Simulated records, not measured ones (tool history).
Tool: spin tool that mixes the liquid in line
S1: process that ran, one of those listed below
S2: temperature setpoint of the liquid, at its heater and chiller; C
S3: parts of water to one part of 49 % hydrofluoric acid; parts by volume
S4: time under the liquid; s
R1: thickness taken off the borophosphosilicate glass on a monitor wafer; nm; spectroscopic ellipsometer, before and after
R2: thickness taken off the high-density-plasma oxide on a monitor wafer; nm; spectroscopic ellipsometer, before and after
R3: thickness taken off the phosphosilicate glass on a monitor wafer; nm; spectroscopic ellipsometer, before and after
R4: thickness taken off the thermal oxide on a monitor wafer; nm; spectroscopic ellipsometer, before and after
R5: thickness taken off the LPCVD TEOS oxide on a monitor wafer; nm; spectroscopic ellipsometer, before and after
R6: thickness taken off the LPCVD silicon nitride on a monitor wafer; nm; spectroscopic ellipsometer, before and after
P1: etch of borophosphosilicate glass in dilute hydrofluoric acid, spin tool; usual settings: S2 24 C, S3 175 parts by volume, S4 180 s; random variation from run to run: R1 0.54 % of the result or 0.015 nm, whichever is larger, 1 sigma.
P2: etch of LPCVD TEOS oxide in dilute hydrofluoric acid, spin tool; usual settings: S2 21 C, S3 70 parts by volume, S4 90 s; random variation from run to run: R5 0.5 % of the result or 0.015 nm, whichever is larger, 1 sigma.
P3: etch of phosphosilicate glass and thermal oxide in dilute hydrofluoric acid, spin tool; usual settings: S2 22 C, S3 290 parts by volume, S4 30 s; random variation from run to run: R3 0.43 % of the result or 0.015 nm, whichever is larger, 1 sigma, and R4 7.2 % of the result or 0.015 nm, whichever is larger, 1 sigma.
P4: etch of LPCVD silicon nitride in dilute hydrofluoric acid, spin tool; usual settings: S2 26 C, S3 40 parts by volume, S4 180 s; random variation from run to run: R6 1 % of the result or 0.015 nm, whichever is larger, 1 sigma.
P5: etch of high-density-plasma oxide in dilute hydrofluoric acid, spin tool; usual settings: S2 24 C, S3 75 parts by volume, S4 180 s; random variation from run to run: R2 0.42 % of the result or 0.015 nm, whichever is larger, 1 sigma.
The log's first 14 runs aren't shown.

run	day	S1	S2	S3	S4	R1	R2	R3	R4	R5	R6
15	4.650	P1	24	175	180	24.2330					
16	4.962	P5	24	75	15		1.3439				
17	5.196	P4	26	40	180						2.6284
18	5.508	P3	22	290	30			9.5722	0.40984		
19	5.904	P5	24	125	180		9.1672				
20	6.346	P1	24	175	180	24.2650					
21	6.708	P1	24	175	15	2.0374					
22	6.946	P1	24	175	280	37.6490					
# day 7.196: thermometer replaced
23	7.283	P3	22	290	15			4.7513	0.20662		
24	7.596	P3	30	290	30			12.6510	0.44954		
25	7.800	P4	32	40	180						3.8489
26	8.142	P1	19	175	180	19.9540					
27	8.433	P4	26	40	265						3.9310
28	8.771	P1	24	315	180	11.7290					
29	8.975	P1	24	175	180	24.4860					
30	9.367	P5	24	75	180		16.3640				
31	9.558	P2	21	70	90					29.412	
32	9.925	P1	24	175	180	24.4280					

Run 33 comes next. What will it give?
33	10.192	P1	24	175	180	?					

{"run 33": {"R1": 23.832}}
